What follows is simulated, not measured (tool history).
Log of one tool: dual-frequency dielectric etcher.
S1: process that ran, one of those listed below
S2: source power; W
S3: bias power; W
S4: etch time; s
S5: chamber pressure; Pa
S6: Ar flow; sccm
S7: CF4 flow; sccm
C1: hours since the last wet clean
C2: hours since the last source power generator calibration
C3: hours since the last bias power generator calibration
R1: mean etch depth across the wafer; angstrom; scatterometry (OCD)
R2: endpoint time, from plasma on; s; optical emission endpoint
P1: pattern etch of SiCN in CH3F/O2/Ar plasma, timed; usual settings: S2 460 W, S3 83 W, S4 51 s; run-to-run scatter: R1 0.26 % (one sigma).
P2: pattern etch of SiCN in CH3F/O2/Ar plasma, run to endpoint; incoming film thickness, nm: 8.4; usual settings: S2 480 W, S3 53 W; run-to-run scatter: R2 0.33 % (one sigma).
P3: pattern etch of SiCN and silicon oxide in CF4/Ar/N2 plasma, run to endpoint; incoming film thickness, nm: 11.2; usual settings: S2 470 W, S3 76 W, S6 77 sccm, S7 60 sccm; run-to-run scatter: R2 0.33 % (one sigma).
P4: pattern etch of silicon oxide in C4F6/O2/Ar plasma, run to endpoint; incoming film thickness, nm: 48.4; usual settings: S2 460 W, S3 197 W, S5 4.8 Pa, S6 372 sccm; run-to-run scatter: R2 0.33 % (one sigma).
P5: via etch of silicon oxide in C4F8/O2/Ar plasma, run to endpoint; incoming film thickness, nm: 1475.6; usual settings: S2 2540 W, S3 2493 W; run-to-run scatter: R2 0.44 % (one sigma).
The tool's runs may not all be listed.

| run | day | S1 | S2 | S3 | S4 | S5 | S6 | S7 | C1 | C2 | C3 | R1 | R2 |
|---|---|---|---|---|---|---|---|---|---|---|---|---|---|
| 1 | 0.638 | P1 | 460 | 83 | 51 |  |  |  | 82.8 | 2128.1 | 1661.8 | 218.42 |  |
| 2 | 1.079 | P1 | 570 | 115 | 51 |  |  |  | 93.4 | 2138.7 | 1672.4 | 267.28 |  |
| 3 | 1.462 | P5 | 2540 | 2493 |  |  |  |  | 102.6 | 2147.9 | 1681.6 |  | 252.36 |
| 4 | 2.15 | P4 | 460 | 197 |  | 4.8 | 500 |  | 119.1 | 2164.4 | 1698.1 |  | 15.756 |
| 5 | 2.812 | P1 | 280 | 114 | 51 |  |  |  | 135 | 2180.3 | 1714 | 204.5 |  |
| 6 | 3.317 | P3 | 470 | 93 |  |  | 77 | 60 | 147.1 | 2192.4 | 1726.1 |  | 11.043 |
| 7 | 3.879 | P2 | 480 | 73 |  |  |  |  | 160.6 | 2205.9 | 1739.6 |  | 20.685 |
| 8 | 4.45 | P3 | 470 | 76 |  |  | 77 | 78 | 174.3 | 2219.6 | 1753.3 |  | 11.549 |
| 9 | 4.992 | P5 | 2540 | 1670 |  |  |  |  | 187.3 | 2232.6 | 1766.3 |  | 284.71 |
| 10 | 5.488 | P1 | 460 | 83 | 51 |  |  |  | 199.2 | 2244.5 | 1778.2 | 217.57 |  |
| 11 | 5.883 | P1 | 460 | 83 | 51 |  |  |  | 208.7 | 2254 | 1787.7 | 217.84 |  |
| 12 | 6.571 | P3 | 330 | 76 |  |  | 77 | 60 | 225.2 | 2270.5 | 1804.2 |  | 16.293 |
| 13 | 7.292 | P1 | 330 | 83 | 51 |  |  |  | 242.5 | 2287.8 | 1821.5 | 192.86 |  |
| 14 | 7.775 | P2 | 660 | 53 |  |  |  |  | 254.1 | 2299.4 | 1833.1 |  | 20.213 |
| 15 | 8.354 | P3 | 470 | 76 |  |  | 77 | 60 | 268 | 2313.3 | 1847 |  | 11.955 |
| 16 | 8.725 | P2 | 480 | 53 |  |  |  |  | 276.9 | 2322.2 | 1855.9 |  | 22.913 |
| 17 | 9.388 | P1 | 460 | 83 | 51 |  |  |  | 292.8 | 2338.1 | 1871.8 | 218.98 |  |
| 18 | 10.138 | P5 | 3340 | 2493 |  |  |  |  | 310.8 | 2356.1 | 1889.8 |  | 227.39 |
| 19 | 10.929 | P4 | 660 | 197 |  | 4.8 | 372 |  | 329.8 | 2375.1 | 1908.8 |  | 13.239 |
| 20 | 11.704 | P2 | 480 | 53 |  |  |  |  | 348.4 | 2393.7 | 1927.4 |  | 22.839 |
| 21 | 12.338 | P4 | 460 | 197 |  | 4.8 | 372 |  | 363.6 | 2408.9 | 1942.6 |  | 15.164 |
| 22 | 13.012 | P4 | 460 | 197 |  | 4.8 | 372 |  | 379.8 | 2425.1 | 1958.8 |  | 15.179 |
| 23 | 13.758 | P1 | 460 | 65 | 51 |  |  |  | 397.7 | 2443 | 1976.7 | 201.24 |  |
| 24 | 14.112 | P1 | 460 | 83 | 65.5 |  |  |  | 406.2 | 2451.5 | 1985.2 | 279.74 |  |
| 25 | 14.467 | P1 | 570 | 83 | 51 |  |  |  | 414.7 | 2460 | 1993.7 | 235.32 |  |

The next listed run, before its measurement:
| 26 | 14.912 | P1 | 460 | 102 | 51 |  |  |  | 425.4 | 2470.7 | 2004.4 | ? |  |

{"run 26": {"R1": 235.28}}
